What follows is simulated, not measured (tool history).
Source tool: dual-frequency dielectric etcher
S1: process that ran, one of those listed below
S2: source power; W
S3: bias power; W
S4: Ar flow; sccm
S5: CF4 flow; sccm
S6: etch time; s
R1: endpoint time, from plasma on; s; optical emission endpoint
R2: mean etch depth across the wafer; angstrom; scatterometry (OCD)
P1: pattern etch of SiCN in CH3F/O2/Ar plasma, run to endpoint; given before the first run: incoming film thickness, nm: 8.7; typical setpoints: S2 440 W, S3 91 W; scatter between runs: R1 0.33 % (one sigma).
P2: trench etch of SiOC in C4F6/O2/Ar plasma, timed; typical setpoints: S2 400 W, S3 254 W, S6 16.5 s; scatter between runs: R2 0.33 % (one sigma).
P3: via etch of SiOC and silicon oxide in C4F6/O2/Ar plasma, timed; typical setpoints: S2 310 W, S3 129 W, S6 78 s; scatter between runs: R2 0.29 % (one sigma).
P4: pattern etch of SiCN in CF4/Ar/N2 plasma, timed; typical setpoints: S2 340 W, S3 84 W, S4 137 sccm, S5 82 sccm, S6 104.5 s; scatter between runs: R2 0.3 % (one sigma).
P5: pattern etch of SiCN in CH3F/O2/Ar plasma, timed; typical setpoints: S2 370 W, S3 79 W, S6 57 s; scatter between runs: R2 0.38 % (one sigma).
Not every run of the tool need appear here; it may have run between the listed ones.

{"run": 1, "hour": 7.3, "S1": "P1", "S2": 440, "S3": 91, "R1": 20.688}
{"run": 2, "hour": 15.8, "S1": "P4", "S2": 340, "S3": 84, "S4": 137, "S5": 82, "S6": 58, "R2": 407.49}
{"run": 3, "hour": 20.7, "S1": "P2", "S2": 400, "S3": 254, "S6": 11, "R2": 251.45}
{"run": 4, "hour": 25.8, "S1": "P1", "S2": 530, "S3": 76, "R1": 20.495}
{"run": 5, "hour": 35.8, "S1": "P5", "S2": 370, "S3": 79, "S6": 57, "R2": 213.86}
{"run": 6, "hour": 45.2, "S1": "P4", "S2": 340, "S3": 55, "S4": 137, "S5": 82, "S6": 104.5, "R2": 629.4}
{"run": 7, "hour": 50.0, "S1": "P1", "S2": 440, "S3": 91, "R1": 20.787}
{"run": 8, "hour": 58.6, "S1": "P1", "S2": 610, "S3": 110, "R1": 17.217}
{"run": 9, "hour": 66.7, "S1": "P4", "S2": 340, "S3": 84, "S4": 137, "S5": 102, "S6": 104.5, "R2": 751.56}
{"run": 10, "hour": 73.7, "S1": "P1", "S2": 270, "S3": 91, "R1": 24.85}
{"run": 11, "hour": 78.5, "S1": "P5", "S2": 370, "S3": 79, "S6": 57, "R2": 212.89}
{"run": 12, "hour": 87.5, "S1": "P1", "S2": 440, "S3": 91, "R1": 20.667}
{"run": 13, "hour": 94.8, "S1": "P2", "S2": 400, "S3": 254, "S6": 16.5, "R2": 374.62}
{"run": 14, "hour": 103.2, "S1": "P4", "S2": 340, "S3": 84, "S4": 137, "S5": 82, "S6": 104.5, "R2": 729.74}
{"run": 15, "hour": 110.5, "S1": "P3", "S2": 310, "S3": 129, "S6": 53, "R2": 500.48}
{"run": 16, "hour": 119.6, "S1": "P1", "S2": 440, "S3": 55, "R1": 24.7}
{"run": 17, "hour": 129.7, "S1": "P1", "S2": 440, "S3": 91, "R1": 20.774}
{"run": 18, "hour": 135.5, "S1": "P1", "S2": 440, "S3": 121, "R1": 18.581}
{"run": 19, "hour": 146.1, "S1": "P2", "S2": 400, "S3": 169, "S6": 16.5, "R2": 328.85}
{"run": 20, "hour": 152.4, "S1": "P5", "S2": 370, "S3": 48, "S6": 57, "R2": 180.2}
{"run": 21, "hour": 158.6, "S1": "P1", "S2": 570, "S3": 91, "R1": 18.813}
{"run": 22, "hour": 166.3, "S1": "P4", "S2": 340, "S3": 84, "S4": 176, "S5": 82, "S6": 104.5, "R2": 708.49}
{"run": 23, "hour": 171.6, "S1": "P3", "S2": 400, "S3": 129, "S6": 78, "R2": 814.73}
{"run": 24, "hour": 178.5, "S1": "P1", "S2": 290, "S3": 62, "R1": 27.795}
{"run": 25, "hour": 188.6, "S1": "P1", "S2": 440, "S3": 91, "R1": 20.771}
{"run": 26, "hour": 198.9, "S1": "P1", "S2": 440, "S3": 91, "R1": 20.851}
{"run": 27, "hour": 207.7, "S1": "P4", "S2": 410, "S3": 84, "S4": 137, "S5": 82, "S6": 104.5, "R2": 865.27}
{"run": 28, "hour": 215.9, "S1": "P5", "S2": 370, "S3": 79, "S6": 82, "R2": 305.43}
{"run": 29, "hour": 226.4, "S1": "P3", "S2": 310, "S3": 129, "S6": 78, "R2": 735.56}
{"run": 30, "hour": 236.2, "S1": "P5", "S2": 480, "S3": 79, "S6": 57, "R2": 235.51}
{"run": 31, "hour": 245.7, "S1": "P3", "S2": 310, "S3": 99, "S6": 78, "R2": 684.18}
{"run": 32, "hour": 254.6, "S1": "P2", "S2": 240, "S3": 254, "S6": 16.5, "R2": 310.72}
{"run": 33, "hour": 262.0, "S1": "P1", "S2": 440, "S3": 91, "R1": 20.8}
{"run": 34, "hour": 270.1, "S1": "P1", "S2": 440, "S3": 91, "R1": 20.984}

Predict the results of run 35:
{"run": 35, "hour": 276.8, "S1": "P1", "S2": 440, "S3": 91, "R1": "?"}

{"run 35": {"R1": 20.947}}
